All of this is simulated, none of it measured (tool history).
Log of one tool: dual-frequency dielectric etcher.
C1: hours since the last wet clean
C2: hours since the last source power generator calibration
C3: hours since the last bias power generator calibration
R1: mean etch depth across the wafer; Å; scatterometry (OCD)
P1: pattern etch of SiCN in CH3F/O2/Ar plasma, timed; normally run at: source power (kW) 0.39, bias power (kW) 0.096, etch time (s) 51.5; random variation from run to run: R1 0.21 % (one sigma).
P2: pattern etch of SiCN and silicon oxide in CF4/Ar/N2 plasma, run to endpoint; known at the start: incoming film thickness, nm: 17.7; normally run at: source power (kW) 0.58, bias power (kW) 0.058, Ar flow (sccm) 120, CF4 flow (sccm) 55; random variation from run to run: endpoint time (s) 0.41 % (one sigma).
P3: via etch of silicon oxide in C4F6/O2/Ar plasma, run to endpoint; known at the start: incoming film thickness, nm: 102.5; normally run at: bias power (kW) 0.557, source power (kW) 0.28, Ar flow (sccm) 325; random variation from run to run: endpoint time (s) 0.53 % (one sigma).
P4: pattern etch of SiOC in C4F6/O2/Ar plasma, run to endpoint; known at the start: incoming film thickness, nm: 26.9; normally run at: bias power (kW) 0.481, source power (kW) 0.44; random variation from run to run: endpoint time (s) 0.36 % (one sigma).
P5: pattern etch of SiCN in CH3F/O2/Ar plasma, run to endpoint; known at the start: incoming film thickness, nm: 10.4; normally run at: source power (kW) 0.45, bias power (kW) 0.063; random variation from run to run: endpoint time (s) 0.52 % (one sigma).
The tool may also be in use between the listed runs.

{"run": 1, "hour": 5.2, "process that ran": "P1", "source power (kW)": 0.39, "bias power (kW)": 0.096, "etch time (s)": 51.5, "C1": 292.9, "C2": 871.7, "C3": 2015.2, "R1": 214.01}
{"run": 2, "hour": 10.3, "process that ran": "P1", "source power (kW)": 0.39, "bias power (kW)": 0.059, "etch time (s)": 51.5, "C1": 298, "C2": 876.8, "C3": 2020.3, "R1": 178.9}
{"run": 3, "hour": 14.5, "process that ran": "P1", "source power (kW)": 0.39, "bias power (kW)": 0.096, "etch time (s)": 32, "C1": 302.2, "C2": 881, "C3": 2024.5, "R1": 132.3}
{"run": 4, "hour": 18.5, "process that ran": "P2", "source power (kW)": 0.58, "bias power (kW)": 0.058, "Ar flow (sccm)": 120, "CF4 flow (sccm)": 55, "C1": 306.2, "C2": 885, "C3": 2028.5, "endpoint time (s)": 19.157}
{"run": 5, "hour": 22.6, "process that ran": "P3", "source power (kW)": 0.28, "bias power (kW)": 0.442, "Ar flow (sccm)": 325, "C1": 310.3, "C2": 889.1, "C3": 2032.6, "endpoint time (s)": 27.224}
{"run": 6, "hour": 28.1, "process that ran": "P1", "source power (kW)": 0.29, "bias power (kW)": 0.096, "etch time (s)": 51.5, "C1": 315.8, "C2": 894.6, "C3": 2038.1, "R1": 190.7}
{"run": 7, "hour": 32.0, "process that ran": "P4", "source power (kW)": 0.34, "bias power (kW)": 0.481, "C1": 319.7, "C2": 898.5, "C3": 2042, "endpoint time (s)": 9.4454}
{"run": 8, "hour": 36.3, "process that ran": "P4", "source power (kW)": 0.44, "bias power (kW)": 0.29, "C1": 324, "C2": 902.8, "C3": 2046.3, "endpoint time (s)": 10.225}
{"run": 9, "hour": 39.8, "process that ran": "P1", "source power (kW)": 0.39, "bias power (kW)": 0.096, "etch time (s)": 72.5, "C1": 327.5, "C2": 906.3, "C3": 2049.8, "R1": 300.4}
{"run": 10, "hour": 43.7, "process that ran": "P1", "source power (kW)": 0.39, "bias power (kW)": 0.129, "etch time (s)": 51.5, "C1": 331.4, "C2": 910.2, "C3": 2053.7, "R1": 238.32}
{"run": 11, "hour": 48.7, "process that ran": "P2", "source power (kW)": 0.48, "bias power (kW)": 0.058, "Ar flow (sccm)": 120, "CF4 flow (sccm)": 55, "C1": 336.4, "C2": 915.2, "C3": 2058.7, "endpoint time (s)": 22.566}
{"run": 12, "hour": 53.2, "process that ran": "P3", "source power (kW)": 0.28, "bias power (kW)": 0.557, "Ar flow (sccm)": 325, "C1": 340.9, "C2": 919.7, "C3": 2063.2, "endpoint time (s)": 24.904}
{"run": 13, "hour": 58.4, "process that ran": "P1", "source power (kW)": 0.52, "bias power (kW)": 0.096, "etch time (s)": 51.5, "C1": 346.1, "C2": 924.9, "C3": 2068.4, "R1": 236.87}
{"run": 14, "hour": 63.6, "process that ran": "P5", "source power (kW)": 0.45, "bias power (kW)": 0.063, "C1": 351.3, "C2": 930.1, "C3": 2073.6, "endpoint time (s)": 28.322}
{"run": 15, "hour": 68.7, "process that ran": "P1", "source power (kW)": 0.39, "bias power (kW)": 0.096, "etch time (s)": 51.5, "C1": 356.4, "C2": 935.2, "C3": 2078.7, "R1": 213.71}
{"hour": 72.4, "done": "wet clean of the chamber"}
{"run": 16, "hour": 73.4, "process that ran": "P1", "source power (kW)": 0.51, "bias power (kW)": 0.058, "etch time (s)": 51.5, "C1": 1, "C2": 939.9, "C3": 2083.4, "R1": 197.38}
{"run": 17, "hour": 76.1, "process that ran": "P3", "source power (kW)": 0.28, "bias power (kW)": 0.557, "Ar flow (sccm)": 236, "C1": 3.7, "C2": 942.6, "C3": 2086.1, "endpoint time (s)": 24.197}
{"run": 18, "hour": 80.1, "process that ran": "P3", "source power (kW)": 0.17, "bias power (kW)": 0.557, "Ar flow (sccm)": 325, "C1": 7.7, "C2": 946.6, "C3": 2090.1, "endpoint time (s)": 30.149}
{"run": 19, "hour": 83.1, "process that ran": "P4", "source power (kW)": 0.44, "bias power (kW)": 0.481, "C1": 10.7, "C2": 949.6, "C3": 2093.1, "endpoint time (s)": 8.5551}
{"run": 20, "hour": 86.4, "process that ran": "P2", "source power (kW)": 0.58, "bias power (kW)": 0.058, "Ar flow (sccm)": 98, "CF4 flow (sccm)": 55, "C1": 14, "C2": 952.9, "C3": 2096.4, "endpoint time (s)": 18.394}
{"run": 21, "hour": 89.1, "process that ran": "P4", "source power (kW)": 0.44, "bias power (kW)": 0.481, "C1": 16.7, "C2": 955.6, "C3": 2099.1, "endpoint time (s)": 8.5904}
{"run": 22, "hour": 93.4, "process that ran": "P1", "source power (kW)": 0.39, "bias power (kW)": 0.096, "etch time (s)": 51.5, "C1": 21, "C2": 959.9, "C3": 2103.4, "R1": 212.79}
{"run": 23, "hour": 98.8, "process that ran": "P2", "source power (kW)": 0.58, "bias power (kW)": 0.058, "Ar flow (sccm)": 120, "CF4 flow (sccm)": 36, "C1": 26.4, "C2": 965.3, "C3": 2108.8, "endpoint time (s)": 20.825}
{"run": 24, "hour": 104.4, "process that ran": "P2", "source power (kW)": 0.58, "bias power (kW)": 0.078, "Ar flow (sccm)": 120, "CF4 flow (sccm)": 55, "C1": 32, "C2": 970.9, "C3": 2114.4, "endpoint time (s)": 17.305}
{"run": 25, "hour": 109.9, "process that ran": "P5", "source power (kW)": 0.45, "bias power (kW)": 0.046, "C1": 37.5, "C2": 976.4, "C3": 2119.9, "endpoint time (s)": 31.552}
{"run": 26, "hour": 113.8, "process that ran": "P3", "source power (kW)": 0.28, "bias power (kW)": 0.557, "Ar flow (sccm)": 325, "C1": 41.4, "C2": 980.3, "C3": 2123.8, "endpoint time (s)": 25.031}
{"run": 27, "hour": 117.3, "process that ran": "P5", "source power (kW)": 0.6, "bias power (kW)": 0.063, "C1": 44.9, "C2": 983.8, "C3": 2127.3, "endpoint time (s)": 25.58}

The next listed run, before its measurement:
{"run": 28, "hour": 120.6, "process that ran": "P2", "source power (kW)": 0.58, "bias power (kW)": 0.058, "Ar flow (sccm)": 120, "CF4 flow (sccm)": 55, "C1": 48.2, "C2": 987.1, "C3": 2130.6, "endpoint time (s)": "?"}

endpoint time (s): 19.234
